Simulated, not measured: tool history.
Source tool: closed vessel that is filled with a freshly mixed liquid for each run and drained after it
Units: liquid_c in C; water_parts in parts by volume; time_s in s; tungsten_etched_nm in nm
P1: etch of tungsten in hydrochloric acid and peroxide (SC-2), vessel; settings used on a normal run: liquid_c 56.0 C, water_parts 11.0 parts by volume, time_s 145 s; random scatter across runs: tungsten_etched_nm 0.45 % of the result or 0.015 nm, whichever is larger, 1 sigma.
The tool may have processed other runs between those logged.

run 1 day=0.408 | liquid_c=56.0 water_parts=11.0 time_s=145 | tungsten_etched_nm=31.570
run 2 day=0.879 | liquid_c=56.0 water_parts=11.0 time_s=145 | tungsten_etched_nm=31.612
run 3 day=1.333 | liquid_c=56.0 water_parts=11.0 time_s=40 | tungsten_etched_nm=8.681
run 4 day=1.662 | liquid_c=69.5 water_parts=11.0 time_s=65 | tungsten_etched_nm=32.557
run 5 day=2.167 | liquid_c=56.0 water_parts=19.5 time_s=145 | tungsten_etched_nm=19.036
run 6 day=2.454 | liquid_c=72.0 water_parts=11.0 time_s=145 | tungsten_etched_nm=84.089
run 7 day=2.733 | liquid_c=56.0 water_parts=11.0 time_s=145 | tungsten_etched_nm=31.478
run 8 day=3.250 | liquid_c=42.0 water_parts=11.0 time_s=145 | tungsten_etched_nm=12.264
-- day=3.408 chemicals flow meter replaced
run 9 day=3.696 | liquid_c=56.0 water_parts=11.0 time_s=275 | tungsten_etched_nm=59.688
run 10 day=4.146 | liquid_c=66.0 water_parts=11.0 time_s=55 | tungsten_etched_nm=22.326
run 11 day=4.479 | liquid_c=56.0 water_parts=11.0 time_s=145 | tungsten_etched_nm=31.547
run 12 day=4.925 | liquid_c=56.0 water_parts=11.0 time_s=145 | tungsten_etched_nm=31.537
run 13 day=5.371 | liquid_c=56.0 water_parts=11.0 time_s=145 | tungsten_etched_nm=31.400
run 14 day=5.646 | liquid_c=56.0 water_parts=4.0 time_s=145 | tungsten_etched_nm=68.061
run 15 day=6.154 | liquid_c=56.0 water_parts=11.0 time_s=145 | tungsten_etched_nm=31.554
run 16 day=6.488 | liquid_c=56.0 water_parts=11.0 time_s=145 | tungsten_etched_nm=32.304
run 17 day=6.900 | liquid_c=56.0 water_parts=11.0 time_s=145 | tungsten_etched_nm=32.803
run 18 day=7.271 | liquid_c=56.0 water_parts=11.0 time_s=145 | tungsten_etched_nm=33.444
run 19 day=7.683 | liquid_c=56.0 water_parts=11.0 time_s=145 | tungsten_etched_nm=33.949
run 20 day=8.075 | liquid_c=56.0 water_parts=11.0 time_s=145 | tungsten_etched_nm=34.176
run 21 day=8.567 | liquid_c=56.0 water_parts=11.0 time_s=145 | tungsten_etched_nm=34.573
run 22 day=8.946 | liquid_c=56.0 water_parts=11.0 time_s=145 | tungsten_etched_nm=34.394
run 23 day=9.417 | liquid_c=56.0 water_parts=11.0 time_s=145 | tungsten_etched_nm=34.485
run 24 day=9.912 | liquid_c=56.0 water_parts=11.0 time_s=145 | tungsten_etched_nm=34.475

Compared with where it was, what P1 gives has crept away. Each cause listed below fits the log as well as the rest, at the size given for it:
A: chemicals flow above the setpoint (%) = 11.4
B: liquid hotter than its thermometer reads (K) = 1.42
Onset of the creep was near day 6.154.
Ruled out, with reasons:
peroxide weaker than its label (%): cannot exceed 8; that much would move tungsten_etched_nm by -7.4 %, which falls short of the creep or goes against it

You are offered 4 check runs, listed below with question marks in place of their results; each one averages 2 wafers. Which run separates the listed causes by giving clearly different results for each?
run check 1 day=10.408 | liquid_c=56.0 water_parts=7.5 time_s=270 | tungsten_etched_nm=?
run check 2 day=10.408 | liquid_c=49.0 water_parts=4.0 time_s=145 | tungsten_etched_nm=?
run check 3 day=10.408 | liquid_c=56.0 water_parts=19.5 time_s=145 | tungsten_etched_nm=?
run check 4 day=10.408 | liquid_c=56.0 water_parts=17.5 time_s=265 | tungsten_etched_nm=?

Predicted outcomes, by check and by cause:
check=check_1 result=tungsten_etched_nm if_A=87.405 if_B=87.981
check=check_2 result=tungsten_etched_nm if_A=46.296 if_B=47.432
check=check_3 result=tungsten_etched_nm if_A=21.015 if_B=20.878
check=check_4 result=tungsten_etched_nm if_A=42.300 if_B=42.069
Smallest distance between any two causes, each pair judged by its most separating result, in per cent: check 1 0.66 %; check 2 2.42 %; check 3 0.66 %; check 4 0.55 %
Check 2 is the one run that separates the causes; every other check would come out nearly the same whichever cause is at work.

Check 2 has now been run. It gave: tungsten_etched_nm 47.260 nm. Which of the candidate causes is it?

It was cause B: liquid hotter than its thermometer reads (K).
